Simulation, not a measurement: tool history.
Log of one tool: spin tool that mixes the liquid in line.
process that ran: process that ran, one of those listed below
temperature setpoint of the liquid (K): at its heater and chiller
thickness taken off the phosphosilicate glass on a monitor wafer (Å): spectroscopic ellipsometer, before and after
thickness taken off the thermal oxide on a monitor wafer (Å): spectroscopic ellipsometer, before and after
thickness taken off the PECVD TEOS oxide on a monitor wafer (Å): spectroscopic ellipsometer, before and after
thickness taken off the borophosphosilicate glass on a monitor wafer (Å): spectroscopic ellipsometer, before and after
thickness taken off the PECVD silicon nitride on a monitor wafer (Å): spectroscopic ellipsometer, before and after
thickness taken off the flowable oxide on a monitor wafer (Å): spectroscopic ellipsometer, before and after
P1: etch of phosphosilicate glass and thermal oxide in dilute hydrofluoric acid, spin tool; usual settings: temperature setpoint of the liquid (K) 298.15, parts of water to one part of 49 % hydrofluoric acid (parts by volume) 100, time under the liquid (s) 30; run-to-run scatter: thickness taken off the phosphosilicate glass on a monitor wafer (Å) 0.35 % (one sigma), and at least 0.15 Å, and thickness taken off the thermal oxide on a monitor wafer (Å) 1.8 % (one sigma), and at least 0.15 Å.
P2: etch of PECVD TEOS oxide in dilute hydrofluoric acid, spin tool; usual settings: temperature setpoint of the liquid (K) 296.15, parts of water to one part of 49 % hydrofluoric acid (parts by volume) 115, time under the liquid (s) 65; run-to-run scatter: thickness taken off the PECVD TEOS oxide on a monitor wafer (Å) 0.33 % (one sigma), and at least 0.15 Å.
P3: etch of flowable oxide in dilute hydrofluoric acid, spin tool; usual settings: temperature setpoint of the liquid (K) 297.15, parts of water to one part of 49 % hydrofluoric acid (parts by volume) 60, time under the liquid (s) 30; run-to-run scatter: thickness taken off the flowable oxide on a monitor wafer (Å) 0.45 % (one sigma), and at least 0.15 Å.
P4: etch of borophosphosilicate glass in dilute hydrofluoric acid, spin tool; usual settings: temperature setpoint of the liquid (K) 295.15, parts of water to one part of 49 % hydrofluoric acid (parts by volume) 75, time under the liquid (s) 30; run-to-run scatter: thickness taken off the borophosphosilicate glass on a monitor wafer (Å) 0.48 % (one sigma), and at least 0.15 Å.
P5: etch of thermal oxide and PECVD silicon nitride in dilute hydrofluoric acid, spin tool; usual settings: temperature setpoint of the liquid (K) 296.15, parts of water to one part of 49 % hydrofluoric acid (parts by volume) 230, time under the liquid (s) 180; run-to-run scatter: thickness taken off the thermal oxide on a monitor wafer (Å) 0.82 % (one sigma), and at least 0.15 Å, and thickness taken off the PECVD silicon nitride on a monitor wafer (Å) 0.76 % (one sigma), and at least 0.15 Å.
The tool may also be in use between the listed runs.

run	day	process that ran	temperature setpoint of the liquid (K)	parts of water to one part of 49 % hydrofluoric acid (parts by volume)	time under the liquid (s)	thickness taken off the phosphosilicate glass on a monitor wafer (Å)	thickness taken off the thermal oxide on a monitor wafer (Å)	thickness taken off the PECVD TEOS oxide on a monitor wafer (Å)	thickness taken off the borophosphosilicate glass on a monitor wafer (Å)	thickness taken off the PECVD silicon nitride on a monitor wafer (Å)	thickness taken off the flowable oxide on a monitor wafer (Å)
1	0.546	P1	298.15	100	30	477.06	13.339				
2	0.971	P2	290.15	115	65			91.512			
3	1.429	P1	304.15	100	30	595.16	16.954				
4	2.017	P4	295.15	75	15				61.786		
5	2.562	P1	298.15	100	30	472.92	13.637				
6	3.333	P1	304.65	35	30	1912.1	54.663				
7	3.688	P5	296.15	230	180		31.676			30.081	
8	4.167	P1	298.15	170	30	258.53	7.3306				
9	4.742	P1	298.15	100	30	475.68	14.289				
10	5.321	P4	303.15	75	30				170.71		
11	6.133	P1	292.65	100	30	381.89	11.191				
12	6.538	P2	296.15	115	65			117.27			
13	7.117	P2	296.15	115	105			189.06			
14	7.875	P3	297.15	60	30						229.34
15	8.646	P3	297.15	60	30						228.67
16	9.221	P3	297.15	105	30						123.77
17	9.7	P1	298.15	100	60	952.72	27.992				
18	10.5	P1	298.15	30	30	1736.6	50.731				
19	11.017	P5	296.15	230	290		49.987			48.462	
20	11.525	P2	296.15	165	65			76.849			
21	12.2	P4	295.15	75	30				125.05		
22	13.008	P4	295.15	140	30				61.378		
23	13.633	P1	298.15	100	15	238.54	6.9872				
24	14.167	P5	302.65	230	180		38.581			44.175	
25	14.679	P5	296.15	110	180		73.818			62.001	
26	15.421	P3	305.65	60	30						320.22
27	16.071	P1	298.15	100	30	475.67	13.796				
28	16.671	P1	298.15	100	30	472.29	13.709				
29	17.446	P2	296.15	115	65			116.61			
30	17.946	P3	297.15	60	15						114.45
31	18.592	P1	298.15	100	30	473.31	13.925				
32	19.158	P1	298.15	100	30	488.43	13.717				
33	19.529	P1	298.15	100	30	492.96	14.042				
34	20.125	P1	298.15	100	30	500.58	14.869				
35	20.629	P1	298.15	100	30	505.04	14.737				
36	21.108	P1	298.15	100	30	507.55	14.569				
37	21.833	P1	298.15	100	30	513.48	14.714				
38	22.567	P1	298.15	100	30	512.34	14.994				
39	23.258	P1	298.15	100	30	514.65	14.919				
40	23.792	P1	298.15	100	30	513.12	15.422				
41	24.433	P1	298.15	100	30	515.51	15.159				
42	24.896	P1	298.15	100	30	515.98	15.187				

What P1 gives has crept away from where it was. These 2 causes fit the log equally well, each at the size given:
A: hydrofluoric acid flow above the setpoint (%) = 7.49
B: liquid hotter than its thermometer reads (K) = 2.09
The creep began at about day 18.592.

4 check runs are offered, one wafer each, their results left as question marks. Which one tells the causes apart?
check 1	25.358	P2	290.15	115	65			?			
check 2	25.358	P5	296.15	230	280		?			?	
check 3	25.358	P3	304.65	80	30						?
check 4	25.358	P4	295.15	140	15				?		

What each check would give under each cause:
check	result	if A	if B
check 1	thickness taken off the PECVD TEOS oxide on a monitor wafer (Å)	99.122	99.736
check 2	thickness taken off the thermal oxide on a monitor wafer (Å)	52.919	52.237
check 2	thickness taken off the PECVD silicon nitride on a monitor wafer (Å)	49.781	52.832
check 3	thickness taken off the flowable oxide on a monitor wafer (Å)	242.38	241.74
check 4	thickness taken off the borophosphosilicate glass on a monitor wafer (Å)	33.586	33.522
How far apart the two closest causes lie, in the result that separates them most: check 1 0.62 %; check 2 5.95 %; check 3 0.26 %; check 4 0.19 %
Check 2 tells the causes apart: in the others they would give nearly the same result.

Then check 2 was run and gave: thickness taken off the thermal oxide on a monitor wafer (Å) 52.538; thickness taken off the PECVD silicon nitride on a monitor wafer (Å) 53.468. Which cause is it?

It is B: liquid hotter than its thermometer reads (K).
